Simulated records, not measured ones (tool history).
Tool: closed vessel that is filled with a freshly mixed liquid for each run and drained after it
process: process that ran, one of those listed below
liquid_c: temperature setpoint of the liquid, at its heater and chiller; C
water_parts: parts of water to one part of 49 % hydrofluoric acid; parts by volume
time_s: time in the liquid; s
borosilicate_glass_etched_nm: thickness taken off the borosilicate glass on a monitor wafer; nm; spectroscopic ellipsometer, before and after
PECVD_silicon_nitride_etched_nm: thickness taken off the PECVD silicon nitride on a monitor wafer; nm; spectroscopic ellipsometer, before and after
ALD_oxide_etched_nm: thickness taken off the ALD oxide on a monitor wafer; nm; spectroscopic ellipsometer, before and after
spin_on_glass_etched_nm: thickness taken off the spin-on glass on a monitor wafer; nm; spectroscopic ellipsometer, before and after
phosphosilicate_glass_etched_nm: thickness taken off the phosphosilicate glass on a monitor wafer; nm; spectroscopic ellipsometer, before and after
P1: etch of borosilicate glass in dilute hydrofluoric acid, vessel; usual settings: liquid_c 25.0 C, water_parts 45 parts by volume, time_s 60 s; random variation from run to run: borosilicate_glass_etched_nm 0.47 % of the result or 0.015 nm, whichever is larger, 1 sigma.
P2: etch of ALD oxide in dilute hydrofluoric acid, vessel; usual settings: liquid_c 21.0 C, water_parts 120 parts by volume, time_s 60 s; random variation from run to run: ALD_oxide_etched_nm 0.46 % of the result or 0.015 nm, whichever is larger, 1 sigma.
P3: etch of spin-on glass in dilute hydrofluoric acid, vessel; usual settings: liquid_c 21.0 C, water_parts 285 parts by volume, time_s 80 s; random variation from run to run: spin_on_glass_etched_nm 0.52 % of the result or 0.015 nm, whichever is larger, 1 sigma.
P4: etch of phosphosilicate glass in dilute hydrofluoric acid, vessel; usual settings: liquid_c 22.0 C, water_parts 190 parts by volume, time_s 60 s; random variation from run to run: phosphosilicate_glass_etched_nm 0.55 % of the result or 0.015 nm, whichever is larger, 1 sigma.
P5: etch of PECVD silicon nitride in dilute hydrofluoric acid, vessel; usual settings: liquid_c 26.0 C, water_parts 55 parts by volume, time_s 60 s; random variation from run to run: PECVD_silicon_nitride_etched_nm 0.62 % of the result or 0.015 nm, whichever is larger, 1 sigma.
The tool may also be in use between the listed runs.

| run | hour | process | liquid_c | water_parts | time_s | hours since the thermometer was replaced | hours since the hydrofluoric acid flow meter was replaced | borosilicate_glass_etched_nm | PECVD_silicon_nitride_etched_nm | ALD_oxide_etched_nm | spin_on_glass_etched_nm | phosphosilicate_glass_etched_nm |
|---|---|---|---|---|---|---|---|---|---|---|---|---|
| 1 | 10.3 | P1 | 25.0 | 45 | 60 | 1680.6 | 670.4 | 55.148 |  |  |  |  |
| 2 | 22.2 | P5 | 26.0 | 55 | 30 | 1692.5 | 682.3 |  | 2.2702 |  |  |  |
| 3 | 37.1 | P2 | 21.0 | 120 | 60 | 1707.4 | 697.2 |  |  | 14.1020 |  |  |
| 4 | 47.4 | P3 | 17.0 | 285 | 80 | 1717.7 | 707.5 |  |  |  | 7.0423 |  |
|  | 47.7 | thermometer replaced |
| 5 | 60.2 | P1 | 25.0 | 20 | 60 | 12.5 | 720.3 | 128.700 |  |  |  |  |
| 6 | 75.8 | P1 | 25.0 | 80 | 60 | 28.1 | 735.9 | 29.515 |  |  |  |  |
| 7 | 85.6 | P2 | 21.0 | 120 | 60 | 37.9 | 745.7 |  |  | 14.0360 |  |  |
| 8 | 97.2 | P4 | 22.0 | 190 | 105 | 49.5 | 757.3 |  |  |  |  | 61.451 |
| 9 | 106.0 | P3 | 21.0 | 70 | 80 | 58.3 | 766.1 |  |  |  | 41.4870 |  |
| 10 | 119.3 | P1 | 29.5 | 45 | 60 | 71.6 | 779.4 | 66.863 |  |  |  |  |
| 11 | 130.3 | P1 | 25.0 | 45 | 60 | 82.6 | 790.4 | 54.862 |  |  |  |  |
| 12 | 139.3 | P4 | 22.0 | 190 | 60 | 91.6 | 799.4 |  |  |  |  | 35.213 |
| 13 | 153.6 | P3 | 21.0 | 285 | 150 | 105.9 | 813.7 |  |  |  | 15.0320 |  |
| 14 | 162.6 | P4 | 17.0 | 190 | 60 | 114.9 | 822.7 |  |  |  |  | 29.095 |
| 15 | 176.4 | P4 | 22.0 | 40 | 60 | 128.7 | 836.5 |  |  |  |  | 199.060 |
| 16 | 184.0 | P1 | 25.0 | 45 | 60 | 136.3 | 844.1 | 55.130 |  |  |  |  |
| 17 | 196.8 | P2 | 28.0 | 120 | 60 | 149.1 | 856.9 |  |  | 18.3680 |  |  |
| 18 | 207.0 | P1 | 17.5 | 45 | 60 | 159.3 | 867.1 | 40.102 |  |  |  |  |
| 19 | 220.4 | P5 | 26.0 | 85 | 60 | 172.7 | 880.5 |  | 2.9451 |  |  |  |
| 20 | 228.3 | P1 | 25.0 | 45 | 60 | 180.6 | 888.4 | 55.356 |  |  |  |  |
| 21 | 242.4 | P1 | 25.0 | 45 | 60 | 194.7 | 902.5 | 54.955 |  |  |  |  |
| 22 | 256.2 | P5 | 21.0 | 55 | 60 | 208.5 | 916.3 |  | 3.2264 |  |  |  |
| 23 | 271.4 | P5 | 26.0 | 55 | 60 | 223.7 | 931.5 |  | 4.5244 |  |  |  |
| 24 | 279.7 | P1 | 25.0 | 45 | 90 | 232.0 | 939.8 | 82.995 |  |  |  |  |
| 25 | 294.9 | P1 | 31.0 | 20 | 60 | 247.2 | 955.0 | 165.310 |  |  |  |  |
| 26 | 305.6 | P1 | 25.0 | 45 | 60 | 257.9 | 965.7 | 55.396 |  |  |  |  |
| 27 | 319.2 | P5 | 26.0 | 55 | 60 | 271.5 | 979.3 |  | 4.5772 |  |  |  |
| 28 | 330.7 | P4 | 22.0 | 190 | 60 | 283.0 | 990.8 |  |  |  |  | 34.990 |
| 29 | 345.2 | P1 | 25.0 | 45 | 60 | 297.5 | 1005.3 | 55.844 |  |  |  |  |
| 30 | 353.7 | P3 | 21.0 | 285 | 80 | 306.0 | 1013.8 |  |  |  | 8.0294 |  |
| 31 | 363.0 | P1 | 25.0 | 45 | 30 | 315.3 | 1023.1 | 27.695 |  |  |  |  |
| 32 | 370.9 | P2 | 21.0 | 75 | 60 | 323.2 | 1031.0 |  |  | 23.5330 |  |  |
| 33 | 385.7 | P2 | 21.0 | 120 | 30 | 338.0 | 1045.8 |  |  | 6.9912 |  |  |
| 34 | 394.8 | P1 | 25.0 | 45 | 60 | 347.1 | 1054.9 | 54.813 |  |  |  |  |

Run 35 comes next. What will it give?
| 35 | 403.0 | P1 | 25.0 | 45 | 60 | 355.3 | 1063.1 | ? |  |  |  |  |

{"run 35": {"borosilicate_glass_etched_nm": 57.925}}
